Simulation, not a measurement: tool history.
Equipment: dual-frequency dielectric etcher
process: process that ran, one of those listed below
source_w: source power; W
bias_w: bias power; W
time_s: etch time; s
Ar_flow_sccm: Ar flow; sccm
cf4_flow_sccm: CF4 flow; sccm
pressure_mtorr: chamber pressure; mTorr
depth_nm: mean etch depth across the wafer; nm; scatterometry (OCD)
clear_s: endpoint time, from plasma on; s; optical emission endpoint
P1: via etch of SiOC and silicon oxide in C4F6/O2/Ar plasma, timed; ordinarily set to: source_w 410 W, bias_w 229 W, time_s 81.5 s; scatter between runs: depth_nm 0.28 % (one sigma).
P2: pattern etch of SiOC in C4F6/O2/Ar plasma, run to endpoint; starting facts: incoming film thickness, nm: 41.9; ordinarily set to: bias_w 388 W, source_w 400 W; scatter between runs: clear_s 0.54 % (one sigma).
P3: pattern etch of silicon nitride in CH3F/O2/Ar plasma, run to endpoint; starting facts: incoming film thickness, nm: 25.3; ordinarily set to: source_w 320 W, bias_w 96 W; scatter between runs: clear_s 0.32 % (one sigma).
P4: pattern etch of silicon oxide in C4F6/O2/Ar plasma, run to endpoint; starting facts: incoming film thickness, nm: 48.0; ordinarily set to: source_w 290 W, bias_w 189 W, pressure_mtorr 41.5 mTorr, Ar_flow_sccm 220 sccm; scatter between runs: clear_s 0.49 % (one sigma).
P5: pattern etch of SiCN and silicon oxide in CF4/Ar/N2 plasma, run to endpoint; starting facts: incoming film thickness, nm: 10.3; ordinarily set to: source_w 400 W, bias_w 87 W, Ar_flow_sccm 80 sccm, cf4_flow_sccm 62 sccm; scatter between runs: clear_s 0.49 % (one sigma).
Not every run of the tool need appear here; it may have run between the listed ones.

{"run": 1, "hour": 16.9, "process": "P1", "source_w": 410, "bias_w": 229, "time_s": 81.5, "depth_nm": 100.11}
{"run": 2, "hour": 25.0, "process": "P1", "source_w": 550, "bias_w": 229, "time_s": 46.0, "depth_nm": 63.598}
{"run": 3, "hour": 32.7, "process": "P1", "source_w": 410, "bias_w": 229, "time_s": 100.0, "depth_nm": 122.74}
{"run": 4, "hour": 48.9, "process": "P1", "source_w": 410, "bias_w": 324, "time_s": 81.5, "depth_nm": 113.21}
{"run": 5, "hour": 57.9, "process": "P2", "source_w": 400, "bias_w": 388, "clear_s": 15.745}
{"run": 6, "hour": 66.4, "process": "P1", "source_w": 410, "bias_w": 229, "time_s": 81.5, "depth_nm": 99.956}
{"run": 7, "hour": 76.6, "process": "P5", "source_w": 400, "bias_w": 87, "Ar_flow_sccm": 80, "cf4_flow_sccm": 37, "clear_s": 13.363}
{"run": 8, "hour": 91.8, "process": "P4", "source_w": 290, "bias_w": 189, "Ar_flow_sccm": 299, "pressure_mtorr": 41.5, "clear_s": 17.6}
{"run": 9, "hour": 105.9, "process": "P4", "source_w": 290, "bias_w": 247, "Ar_flow_sccm": 220, "pressure_mtorr": 41.5, "clear_s": 15.653}
{"run": 10, "hour": 120.9, "process": "P2", "source_w": 490, "bias_w": 388, "clear_s": 14.725}
{"run": 11, "hour": 131.1, "process": "P1", "source_w": 310, "bias_w": 229, "time_s": 55.0, "depth_nm": 60.921}
{"run": 12, "hour": 140.5, "process": "P1", "source_w": 410, "bias_w": 229, "time_s": 81.5, "depth_nm": 100.15}
{"run": 13, "hour": 153.0, "process": "P1", "source_w": 410, "bias_w": 229, "time_s": 81.5, "depth_nm": 99.654}
{"run": 14, "hour": 163.9, "process": "P1", "source_w": 410, "bias_w": 309, "time_s": 100.0, "depth_nm": 137.28}
{"hour": 176.5, "done": "bias power generator calibrated"}
{"run": 15, "hour": 180.4, "process": "P5", "source_w": 400, "bias_w": 87, "Ar_flow_sccm": 80, "cf4_flow_sccm": 62, "clear_s": 12.325}
{"run": 16, "hour": 197.9, "process": "P4", "source_w": 290, "bias_w": 189, "Ar_flow_sccm": 220, "pressure_mtorr": 41.5, "clear_s": 17.001}
{"run": 17, "hour": 209.5, "process": "P3", "source_w": 320, "bias_w": 96, "clear_s": 36.208}
{"run": 18, "hour": 220.9, "process": "P3", "source_w": 320, "bias_w": 96, "clear_s": 35.941}
{"run": 19, "hour": 235.7, "process": "P5", "source_w": 520, "bias_w": 87, "Ar_flow_sccm": 80, "cf4_flow_sccm": 62, "clear_s": 9.8277}
{"run": 20, "hour": 249.7, "process": "P5", "source_w": 400, "bias_w": 87, "Ar_flow_sccm": 80, "cf4_flow_sccm": 62, "clear_s": 12.459}
{"hour": 252.4, "done": "wet clean of the chamber"}
{"run": 21, "hour": 258.1, "process": "P5", "source_w": 400, "bias_w": 56, "Ar_flow_sccm": 80, "cf4_flow_sccm": 62, "clear_s": 14.339}
{"run": 22, "hour": 274.9, "process": "P4", "source_w": 390, "bias_w": 189, "Ar_flow_sccm": 220, "pressure_mtorr": 41.5, "clear_s": 15.252}
{"run": 23, "hour": 284.6, "process": "P3", "source_w": 440, "bias_w": 96, "clear_s": 32.19}
{"run": 24, "hour": 294.9, "process": "P3", "source_w": 320, "bias_w": 136, "clear_s": 31.538}
{"run": 25, "hour": 305.6, "process": "P1", "source_w": 410, "bias_w": 229, "time_s": 81.5, "depth_nm": 100.62}
{"run": 26, "hour": 322.4, "process": "P4", "source_w": 290, "bias_w": 189, "Ar_flow_sccm": 220, "pressure_mtorr": 29.0, "clear_s": 16.438}
{"run": 27, "hour": 330.8, "process": "P2", "source_w": 400, "bias_w": 388, "clear_s": 15.91}
{"run": 28, "hour": 343.3, "process": "P2", "source_w": 400, "bias_w": 304, "clear_s": 17.233}
{"run": 29, "hour": 351.3, "process": "P1", "source_w": 290, "bias_w": 229, "time_s": 81.5, "depth_nm": 88.063}
{"run": 30, "hour": 362.8, "process": "P1", "source_w": 550, "bias_w": 229, "time_s": 81.5, "depth_nm": 112.56}
{"run": 31, "hour": 373.7, "process": "P1", "source_w": 410, "bias_w": 229, "time_s": 56.0, "depth_nm": 69.081}
{"run": 32, "hour": 386.2, "process": "P1", "source_w": 410, "bias_w": 142, "time_s": 81.5, "depth_nm": 86.222}
{"run": 33, "hour": 398.3, "process": "P1", "source_w": 410, "bias_w": 229, "time_s": 81.5, "depth_nm": 100.28}
{"run": 34, "hour": 407.9, "process": "P5", "source_w": 400, "bias_w": 87, "Ar_flow_sccm": 47, "cf4_flow_sccm": 62, "clear_s": 11.491}
{"run": 35, "hour": 421.6, "process": "P1", "source_w": 410, "bias_w": 229, "time_s": 81.5, "depth_nm": 100.43}
{"run": 36, "hour": 438.5, "process": "P1", "source_w": 410, "bias_w": 229, "time_s": 81.5, "depth_nm": 100.79}
{"run": 37, "hour": 447.7, "process": "P1", "source_w": 410, "bias_w": 229, "time_s": 81.5, "depth_nm": 101.49}
{"run": 38, "hour": 460.1, "process": "P1", "source_w": 410, "bias_w": 229, "time_s": 81.5, "depth_nm": 101.08}
{"run": 39, "hour": 473.7, "process": "P1", "source_w": 410, "bias_w": 229, "time_s": 81.5, "depth_nm": 101.37}
{"hour": 478.4, "done": "wet clean of the chamber"}
{"run": 40, "hour": 488.0, "process": "P1", "source_w": 410, "bias_w": 229, "time_s": 81.5, "depth_nm": 101.12}
{"run": 41, "hour": 501.5, "process": "P1", "source_w": 410, "bias_w": 229, "time_s": 81.5, "depth_nm": 101.75}
{"run": 42, "hour": 518.3, "process": "P1", "source_w": 410, "bias_w": 229, "time_s": 81.5, "depth_nm": 102.1}
{"run": 43, "hour": 535.2, "process": "P1", "source_w": 410, "bias_w": 229, "time_s": 81.5, "depth_nm": 102.17}

For run 44, what comes out?
{"run": 44, "hour": 542.9, "process": "P1", "source_w": 410, "bias_w": 229, "time_s": 81.5, "depth_nm": "?"}

{"run 44": {"depth_nm": 101.69}}
